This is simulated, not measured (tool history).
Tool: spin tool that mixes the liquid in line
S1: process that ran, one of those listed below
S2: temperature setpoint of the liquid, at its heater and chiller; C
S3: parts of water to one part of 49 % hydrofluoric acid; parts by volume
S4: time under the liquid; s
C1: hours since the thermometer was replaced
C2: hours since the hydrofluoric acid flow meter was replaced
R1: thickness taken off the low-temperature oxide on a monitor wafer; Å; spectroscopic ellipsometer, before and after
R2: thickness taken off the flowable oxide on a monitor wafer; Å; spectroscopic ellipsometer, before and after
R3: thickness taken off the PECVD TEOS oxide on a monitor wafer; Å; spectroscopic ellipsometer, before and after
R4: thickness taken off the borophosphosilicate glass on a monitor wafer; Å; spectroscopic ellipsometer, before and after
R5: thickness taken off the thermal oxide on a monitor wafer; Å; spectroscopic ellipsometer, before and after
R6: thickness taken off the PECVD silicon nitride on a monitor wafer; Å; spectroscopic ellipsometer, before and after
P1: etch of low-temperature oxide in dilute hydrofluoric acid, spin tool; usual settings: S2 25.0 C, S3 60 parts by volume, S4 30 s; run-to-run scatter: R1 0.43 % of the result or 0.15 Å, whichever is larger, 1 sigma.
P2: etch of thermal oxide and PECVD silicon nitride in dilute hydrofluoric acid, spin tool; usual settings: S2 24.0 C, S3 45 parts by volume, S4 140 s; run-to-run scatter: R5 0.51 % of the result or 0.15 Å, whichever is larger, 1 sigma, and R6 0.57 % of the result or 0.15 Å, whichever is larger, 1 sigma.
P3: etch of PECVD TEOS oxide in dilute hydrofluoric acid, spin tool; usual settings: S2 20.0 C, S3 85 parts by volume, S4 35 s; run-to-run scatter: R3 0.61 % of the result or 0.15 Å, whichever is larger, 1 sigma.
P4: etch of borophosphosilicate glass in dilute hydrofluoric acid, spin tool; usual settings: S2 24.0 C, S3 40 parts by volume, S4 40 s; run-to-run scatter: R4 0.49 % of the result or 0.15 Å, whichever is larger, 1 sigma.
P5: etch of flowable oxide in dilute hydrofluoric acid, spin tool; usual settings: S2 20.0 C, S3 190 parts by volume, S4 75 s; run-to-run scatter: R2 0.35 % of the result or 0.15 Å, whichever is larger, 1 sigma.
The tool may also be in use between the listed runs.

run 1 day=0.175 | S1=P1 S2=25.0 S3=60 S4=30 | C1=335.1 C2=432.5 | R1=86.508
run 2 day=0.329 | S1=P5 S2=20.0 S3=90 S4=75 | C1=338.8 C2=436.2 | R2=260.640
run 3 day=0.454 | S1=P5 S2=20.0 S3=190 S4=15 | C1=341.8 C2=439.2 | R2=22.279
run 4 day=0.642 | S1=P3 S2=20.0 S3=85 S4=60 | C1=346.3 C2=443.7 | R3=100.040
run 5 day=0.792 | S1=P1 S2=25.0 S3=60 S4=30 | C1=349.9 C2=447.3 | R1=85.606
run 6 day=1.029 | S1=P1 S2=25.0 S3=60 S4=30 | C1=355.6 C2=453.0 | R1=86.752
run 7 day=1.229 | S1=P1 S2=19.5 S3=60 S4=30 | C1=360.4 C2=457.8 | R1=68.820
run 8 day=1.425 | S1=P1 S2=25.0 S3=20 S4=30 | C1=365.1 C2=462.5 | R1=273.890
run 9 day=1.579 | S1=P4 S2=24.0 S3=40 S4=40 | C1=368.8 C2=466.2 | R4=435.45
run 10 day=1.692 | S1=P2 S2=24.0 S3=45 S4=50 | C1=371.5 C2=468.9 | R5=58.236 R6=47.368
run 11 day=1.846 | S1=P5 S2=17.0 S3=190 S4=75 | C1=375.2 C2=472.6 | R2=98.435
run 12 day=2.062 | S1=P2 S2=24.0 S3=45 S4=140 | C1=380.4 C2=477.8 | R5=162.030 R6=131.470
run 13 day=2.242 | S1=P1 S2=25.0 S3=95 S4=30 | C1=384.7 C2=482.1 | R1=52.155
run 14 day=2.396 | S1=P1 S2=25.0 S3=60 S4=30 | C1=388.4 C2=485.8 | R1=86.566
run 15 day=2.550 | S1=P5 S2=20.0 S3=190 S4=75 | C1=392.1 C2=489.5 | R2=111.030
run 16 day=2.758 | S1=P1 S2=25.0 S3=60 S4=30 | C1=397.1 C2=494.5 | R1=86.280
run 17 day=3.008 | S1=P2 S2=17.5 S3=45 S4=140 | C1=403.1 C2=500.5 | R5=122.170 R6=84.613
run 18 day=3.217 | S1=P4 S2=24.0 S3=40 S4=15 | C1=408.1 C2=505.5 | R4=162.06
run 19 day=3.429 | S1=P4 S2=24.0 S3=40 S4=40 | C1=413.2 C2=510.6 | R4=430.36
run 20 day=3.633 | S1=P1 S2=25.0 S3=25 S4=45 | C1=418.1 C2=515.5 | R1=324.910
run 21 day=3.846 | S1=P2 S2=24.0 S3=25 S4=140 | C1=423.2 C2=520.6 | R5=299.760 R6=234.610
run 22 day=4.083 | S1=P3 S2=17.0 S3=85 S4=35 | C1=428.9 C2=526.3 | R3=51.144
run 23 day=4.312 | S1=P1 S2=25.0 S3=60 S4=15 | C1=434.4 C2=531.8 | R1=42.890
run 24 day=4.467 | S1=P4 S2=17.5 S3=40 S4=40 | C1=438.1 C2=535.5 | R4=327.25

Forecast run 25:
run 25 day=4.638 | S1=P1 S2=25.0 S3=105 S4=50 | C1=442.2 C2=539.6 | R1=?

R1: 77.724 Å
